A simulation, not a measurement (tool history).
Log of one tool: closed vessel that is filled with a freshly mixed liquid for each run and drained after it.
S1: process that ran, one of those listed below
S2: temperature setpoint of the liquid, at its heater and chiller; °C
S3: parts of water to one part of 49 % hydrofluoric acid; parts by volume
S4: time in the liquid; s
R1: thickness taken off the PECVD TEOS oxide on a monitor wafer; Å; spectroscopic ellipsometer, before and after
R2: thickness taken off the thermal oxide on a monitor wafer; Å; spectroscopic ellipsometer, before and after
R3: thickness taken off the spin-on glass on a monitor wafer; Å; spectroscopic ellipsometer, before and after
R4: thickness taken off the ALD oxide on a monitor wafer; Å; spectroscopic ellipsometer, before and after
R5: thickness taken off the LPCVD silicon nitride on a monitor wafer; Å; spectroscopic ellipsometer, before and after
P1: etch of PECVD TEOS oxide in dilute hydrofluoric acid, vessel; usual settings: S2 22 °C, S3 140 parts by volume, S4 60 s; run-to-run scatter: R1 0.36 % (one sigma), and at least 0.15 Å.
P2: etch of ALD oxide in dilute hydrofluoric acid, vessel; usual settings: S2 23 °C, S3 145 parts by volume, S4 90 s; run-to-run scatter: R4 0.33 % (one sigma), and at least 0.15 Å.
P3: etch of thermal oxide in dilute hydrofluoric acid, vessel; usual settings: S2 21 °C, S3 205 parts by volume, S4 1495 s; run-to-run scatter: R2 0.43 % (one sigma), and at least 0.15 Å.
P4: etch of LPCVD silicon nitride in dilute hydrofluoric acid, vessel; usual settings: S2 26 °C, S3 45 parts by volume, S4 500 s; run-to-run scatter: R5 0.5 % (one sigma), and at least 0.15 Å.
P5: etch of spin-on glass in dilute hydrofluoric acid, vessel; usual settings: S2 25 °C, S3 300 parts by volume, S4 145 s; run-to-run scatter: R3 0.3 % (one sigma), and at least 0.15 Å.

run 1 day=0.25 | S1=P1 S2=22 S3=140 S4=60 | R1=107.8
run 2 day=0.383 | S1=P3 S2=17 S3=205 S4=1495 | R2=239.37
run 3 day=0.608 | S1=P1 S2=26.5 S3=140 S4=60 | R1=127.17
run 4 day=0.762 | S1=P5 S2=25 S3=300 S4=145 | R3=117.26
run 5 day=1.029 | S1=P1 S2=22 S3=140 S4=60 | R1=107.48
run 6 day=1.162 | S1=P2 S2=17 S3=145 S4=90 | R4=115.31
run 7 day=1.304 | S1=P1 S2=22 S3=65 S4=60 | R1=254.58
run 8 day=1.425 | S1=P1 S2=22 S3=140 S4=60 | R1=107.66
run 9 day=1.638 | S1=P2 S2=23 S3=145 S4=90 | R4=146.61
run 10 day=1.796 | S1=P3 S2=21 S3=40 S4=1495 | R2=1711.4
-- day=1.875 hydrofluoric acid flow meter replaced
run 11 day=1.912 | S1=P5 S2=18 S3=300 S4=145 | R3=91.017
run 12 day=2.104 | S1=P1 S2=17 S3=140 S4=60 | R1=88.324
run 13 day=2.267 | S1=P2 S2=23 S3=145 S4=30 | R4=48.71
run 14 day=2.383 | S1=P1 S2=22 S3=140 S4=60 | R1=107.94
run 15 day=2.512 | S1=P5 S2=25 S3=300 S4=30 | R3=24.336
run 16 day=2.762 | S1=P3 S2=21 S3=205 S4=340 | R2=63.29
run 17 day=2.946 | S1=P4 S2=18.5 S3=45 S4=500 | R5=34.762
run 18 day=3.208 | S1=P1 S2=22 S3=140 S4=30 | R1=53.9
run 19 day=3.358 | S1=P4 S2=26 S3=45 S4=960 | R5=111.22
run 20 day=3.492 | S1=P4 S2=26 S3=45 S4=500 | R5=58.011
run 21 day=3.612 | S1=P3 S2=21 S3=205 S4=1495 | R2=277.75
run 22 day=3.742 | S1=P1 S2=17 S3=60 S4=60 | R1=222.86
run 23 day=3.933 | S1=P4 S2=26 S3=30 S4=500 | R5=87.072
run 24 day=4.138 | S1=P5 S2=25 S3=475 S4=145 | R3=62.665
run 25 day=4.321 | S1=P1 S2=22 S3=65 S4=30 | R1=126.04
run 26 day=4.583 | S1=P2 S2=23 S3=45 S4=90 | R4=533.3
run 27 day=4.829 | S1=P2 S2=23 S3=145 S4=90 | R4=145.68
run 28 day=4.971 | S1=P1 S2=22 S3=250 S4=60 | R1=53.653
run 29 day=5.15 | S1=P4 S2=26 S3=45 S4=500 | R5=58.757
run 30 day=5.321 | S1=P1 S2=22 S3=140 S4=105 | R1=187.67
run 31 day=5.55 | S1=P1 S2=22 S3=140 S4=60 | R1=107.83
run 32 day=5.804 | S1=P1 S2=22 S3=140 S4=60 | R1=113.19
run 33 day=6.058 | S1=P1 S2=22 S3=140 S4=60 | R1=115.55
run 34 day=6.267 | S1=P1 S2=22 S3=140 S4=60 | R1=116.87
run 35 day=6.45 | S1=P1 S2=22 S3=140 S4=60 | R1=116.9
run 36 day=6.646 | S1=P1 S2=22 S3=140 S4=60 | R1=117.4
run 37 day=6.879 | S1=P1 S2=22 S3=140 S4=60 | R1=118.7
run 38 day=7.025 | S1=P1 S2=22 S3=140 S4=60 | R1=118.33

What P1 gives has crept away from where it was. These 2 causes fit the log equally well, each at the size given:
A: liquid hotter than its thermometer reads (K) = 2.42
B: hydrofluoric acid flow above the setpoint (%) = 8.51
The creep began at about day 5.55.

4 check runs are offered, one wafer each, their results left as question marks. Which one tells the causes apart?
run check 1 day=7.171 | S1=P3 S2=17.5 S3=105 S4=1495 | R2=?
run check 2 day=7.171 | S1=P5 S2=19.5 S3=300 S4=30 | R3=?
run check 3 day=7.171 | S1=P2 S2=17.5 S3=145 S4=90 | R4=?
run check 4 day=7.171 | S1=P4 S2=26 S3=35 S4=500 | R5=?

What each check would give under each cause:
check=check_1 result=R2 if_A=579.57 if_B=573.82
check=check_2 result=R3 if_A=21.67 if_B=21.999
check=check_3 result=R4 if_A=129.5 if_B=128.88
check=check_4 result=R5 if_A=87.483 if_B=80.644
How far apart the two closest causes lie, in the result that separates them most: check 1 1 %; check 2 1.51 %; check 3 0.49 %; check 4 8.14 %
Only check 4 tells the causes apart: in the others they would give nearly the same result.

Check 4 was then run and gave: R5 87.278 Å. Which cause is it?

It is A: liquid hotter than its thermometer reads (K).
